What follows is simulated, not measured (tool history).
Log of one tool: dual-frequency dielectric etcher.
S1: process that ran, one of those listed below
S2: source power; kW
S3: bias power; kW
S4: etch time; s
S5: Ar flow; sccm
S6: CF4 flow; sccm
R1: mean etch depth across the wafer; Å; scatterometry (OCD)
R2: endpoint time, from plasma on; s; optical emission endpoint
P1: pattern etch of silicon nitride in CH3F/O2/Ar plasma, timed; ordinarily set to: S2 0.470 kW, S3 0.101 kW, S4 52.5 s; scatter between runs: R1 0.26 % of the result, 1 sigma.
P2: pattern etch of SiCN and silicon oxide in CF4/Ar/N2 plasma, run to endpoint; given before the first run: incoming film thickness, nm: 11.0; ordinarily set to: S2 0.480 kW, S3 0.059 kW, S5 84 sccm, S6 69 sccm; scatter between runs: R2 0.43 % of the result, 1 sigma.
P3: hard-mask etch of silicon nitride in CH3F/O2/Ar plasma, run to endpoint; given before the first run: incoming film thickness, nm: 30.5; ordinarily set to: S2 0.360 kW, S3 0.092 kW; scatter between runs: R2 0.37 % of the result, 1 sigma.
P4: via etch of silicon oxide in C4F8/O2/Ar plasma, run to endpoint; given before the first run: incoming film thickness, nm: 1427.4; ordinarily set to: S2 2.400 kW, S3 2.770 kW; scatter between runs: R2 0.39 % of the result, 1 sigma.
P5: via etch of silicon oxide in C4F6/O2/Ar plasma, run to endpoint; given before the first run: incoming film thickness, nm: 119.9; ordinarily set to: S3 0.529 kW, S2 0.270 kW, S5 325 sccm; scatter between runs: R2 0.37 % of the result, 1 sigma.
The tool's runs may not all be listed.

Run 1, hour 6.8: S1 P1, S2 0.470 kW, S3 0.101 kW, S4 52.5 s. Result: R1 419.45 Å.
Run 2, hour 12.3: S1 P2, S2 0.480 kW, S3 0.059 kW, S5 84 sccm, S6 92 sccm. Result: R2 11.624 s.
Run 3, hour 24.5: S1 P5, S2 0.270 kW, S3 0.529 kW, S5 207 sccm. Result: R2 29.214 s.
Run 4, hour 31.0: S1 P3, S2 0.360 kW, S3 0.092 kW. Result: R2 42.125 s.
Run 5, hour 40.3: S1 P1, S2 0.470 kW, S3 0.101 kW, S4 52.5 s. Result: R1 419.49 Å.
Run 6, hour 51.9: S1 P1, S2 0.340 kW, S3 0.101 kW, S4 31.5 s. Result: R1 221.79 Å.
Run 7, hour 58.5: S1 P1, S2 0.470 kW, S3 0.101 kW, S4 72.5 s. Result: R1 577.08 Å.
Run 8, hour 65.2: S1 P1, S2 0.470 kW, S3 0.101 kW, S4 29.0 s. Result: R1 230.90 Å.
Run 9, hour 70.8: S1 P5, S2 0.270 kW, S3 0.529 kW, S5 325 sccm. Result: R2 30.465 s.
Run 10, hour 80.6: S1 P2, S2 0.480 kW, S3 0.059 kW, S5 118 sccm, S6 69 sccm. Result: R2 12.875 s.
Run 11, hour 89.5: S1 P3, S2 0.360 kW, S3 0.128 kW. Result: R2 37.169 s.
Run 12, hour 98.2: S1 P2, S2 0.580 kW, S3 0.059 kW, S5 84 sccm, S6 69 sccm. Result: R2 10.301 s.
Run 13, hour 105.9: S1 P3, S2 0.460 kW, S3 0.092 kW. Result: R2 38.303 s.
Run 14, hour 114.1: S1 P1, S2 0.310 kW, S3 0.101 kW, S4 32.0 s. Result: R1 219.36 Å.
Run 15, hour 123.5: S1 P5, S2 0.270 kW, S3 0.411 kW, S5 325 sccm. Result: R2 33.509 s.
Run 16, hour 129.5: S1 P1, S2 0.470 kW, S3 0.060 kW, S4 52.5 s. Result: R1 348.97 Å.
Run 17, hour 139.9: S1 P1, S2 0.470 kW, S3 0.101 kW, S4 52.5 s. Result: R1 419.34 Å.
Run 18, hour 149.8: S1 P2, S2 0.480 kW, S3 0.059 kW, S5 84 sccm, S6 69 sccm. Result: R2 12.168 s.
Run 19, hour 159.9: S1 P4, S2 2.400 kW, S3 2.770 kW. Result: R2 242.410 s.
Run 20, hour 169.7: S1 P1, S2 0.360 kW, S3 0.101 kW, S4 52.5 s. Result: R1 378.20 Å.
Run 21, hour 178.7: S1 P1, S2 0.640 kW, S3 0.101 kW, S4 52.5 s. Result: R1 469.48 Å.
Run 22, hour 189.5: S1 P5, S2 0.380 kW, S3 0.529 kW, S5 325 sccm. Result: R2 26.992 s.
Run 23, hour 202.2: S1 P5, S2 0.270 kW, S3 0.529 kW, S5 325 sccm. Result: R2 30.505 s.
Run 24, hour 214.4: S1 P1, S2 0.470 kW, S3 0.123 kW, S4 52.5 s. Result: R1 449.89 Å.
Run 25, hour 226.8: S1 P1, S2 0.470 kW, S3 0.101 kW, S4 52.5 s. Result: R1 418.42 Å.
Run 26, hour 234.8: S1 P1, S2 0.470 kW, S3 0.101 kW, S4 52.5 s. Result: R1 417.45 Å.
Run 27, hour 243.5: S1 P2, S2 0.480 kW, S3 0.059 kW, S5 84 sccm, S6 69 sccm. Result: R2 12.241 s.
Run 28, hour 254.6: S1 P4, S2 2.400 kW, S3 2.116 kW. Result: R2 263.030 s.
Run 29, hour 265.9: S1 P4, S2 3.370 kW, S3 2.770 kW. Result: R2 212.360 s.
Run 30, hour 274.2: S1 P2, S2 0.480 kW, S3 0.035 kW, S5 84 sccm, S6 69 sccm. Result: R2 14.069 s.
Run 31, hour 284.4: S1 P1, S2 0.470 kW, S3 0.082 kW, S4 69.5 s. Result: R1 512.77 Å.
Run 32, hour 291.9: S1 P1, S2 0.470 kW, S3 0.101 kW, S4 52.5 s. Result: R1 418.20 Å.
Run 33, hour 303.1: S1 P1, S2 0.470 kW, S3 0.101 kW, S4 52.5 s. Result: R1 423.28 Å.
Run 34, hour 308.9: S1 P1, S2 0.470 kW, S3 0.101 kW, S4 52.5 s. Result: R1 423.85 Å.
Run 35, hour 316.3: S1 P1, S2 0.470 kW, S3 0.101 kW, S4 52.5 s. Result: R1 421.98 Å.

Run 36 has not been measured yet. What should we expect?
At hour 317.7: wet clean of the chamber.
Run 36, hour 325.7: S1 P1, S2 0.470 kW, S3 0.101 kW, S4 52.5 s. Result: R1 ?.

R1: 423.43 Å
